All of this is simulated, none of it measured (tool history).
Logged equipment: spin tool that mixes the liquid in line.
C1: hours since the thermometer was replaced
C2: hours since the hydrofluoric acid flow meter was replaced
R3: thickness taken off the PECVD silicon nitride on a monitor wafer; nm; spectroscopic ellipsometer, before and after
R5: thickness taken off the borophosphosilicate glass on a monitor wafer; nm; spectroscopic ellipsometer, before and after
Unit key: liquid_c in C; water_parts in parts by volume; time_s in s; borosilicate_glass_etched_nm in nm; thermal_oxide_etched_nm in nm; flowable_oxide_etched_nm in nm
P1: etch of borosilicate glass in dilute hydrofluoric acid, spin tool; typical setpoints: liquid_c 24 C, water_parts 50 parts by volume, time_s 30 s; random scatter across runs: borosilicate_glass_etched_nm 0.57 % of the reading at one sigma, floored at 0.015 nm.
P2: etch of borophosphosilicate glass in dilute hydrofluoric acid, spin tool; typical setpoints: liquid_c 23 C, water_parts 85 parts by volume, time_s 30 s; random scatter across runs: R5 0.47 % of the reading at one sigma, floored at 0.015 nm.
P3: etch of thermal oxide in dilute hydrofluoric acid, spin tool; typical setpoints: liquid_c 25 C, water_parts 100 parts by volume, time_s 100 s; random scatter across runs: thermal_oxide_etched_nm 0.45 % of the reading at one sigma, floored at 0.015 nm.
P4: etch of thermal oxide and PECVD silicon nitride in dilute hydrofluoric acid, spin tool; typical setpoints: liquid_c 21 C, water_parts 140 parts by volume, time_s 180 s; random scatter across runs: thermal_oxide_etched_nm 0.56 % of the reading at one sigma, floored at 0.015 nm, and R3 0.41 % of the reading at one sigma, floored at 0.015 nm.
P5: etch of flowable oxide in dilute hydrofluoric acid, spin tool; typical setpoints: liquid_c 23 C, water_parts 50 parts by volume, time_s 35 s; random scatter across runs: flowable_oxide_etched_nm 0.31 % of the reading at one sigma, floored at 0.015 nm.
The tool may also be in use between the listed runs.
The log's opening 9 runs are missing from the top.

run 10 day=4.317 | process=P1 liquid_c=24 water_parts=20 time_s=30 | C1=67.4 C2=1159.7 | borosilicate_glass_etched_nm=60.645
run 11 day=4.867 | process=P1 liquid_c=24 water_parts=50 time_s=50 | C1=80.6 C2=1172.9 | borosilicate_glass_etched_nm=38.939
run 12 day=5.433 | process=P5 liquid_c=18 water_parts=50 time_s=35 | C1=94.2 C2=1186.5 | flowable_oxide_etched_nm=18.071
run 13 day=5.879 | process=P1 liquid_c=30.5 water_parts=50 time_s=30 | C1=104.9 C2=1197.2 | borosilicate_glass_etched_nm=30.51
run 14 day=6.421 | process=P1 liquid_c=24 water_parts=50 time_s=30 | C1=117.9 C2=1210.2 | borosilicate_glass_etched_nm=23.356
run 15 day=6.892 | process=P3 liquid_c=25 water_parts=100 time_s=100 | C1=129.2 C2=1221.5 | thermal_oxide_etched_nm=4.8978
run 16 day=7.375 | process=P4 liquid_c=21 water_parts=140 time_s=340 | C1=140.8 C2=1233.1 | thermal_oxide_etched_nm=9.8447 R3=10.998
run 17 day=7.95 | process=P2 liquid_c=23 water_parts=85 time_s=60 | C1=154.6 C2=1246.9 | R5=34.474
run 18 day=8.25 | process=P3 liquid_c=32.5 water_parts=100 time_s=100 | C1=161.8 C2=1254.1 | thermal_oxide_etched_nm=6.5398
run 19 day=8.704 | process=P1 liquid_c=24 water_parts=50 time_s=30 | C1=172.7 C2=1265 | borosilicate_glass_etched_nm=23.393
run 20 day=8.958 | process=P3 liquid_c=25 water_parts=100 time_s=100 | C1=178.8 C2=1271.1 | thermal_oxide_etched_nm=4.8888
run 21 day=9.238 | process=P1 liquid_c=24 water_parts=50 time_s=30 | C1=185.5 C2=1277.8 | borosilicate_glass_etched_nm=23.482

The next listed run, before its measurement:
run 22 day=9.796 | process=P3 liquid_c=25 water_parts=100 time_s=170 | C1=198.9 C2=1291.2 | thermal_oxide_etched_nm=?

{"run 22": {"thermal_oxide_etched_nm": 8.3172}}
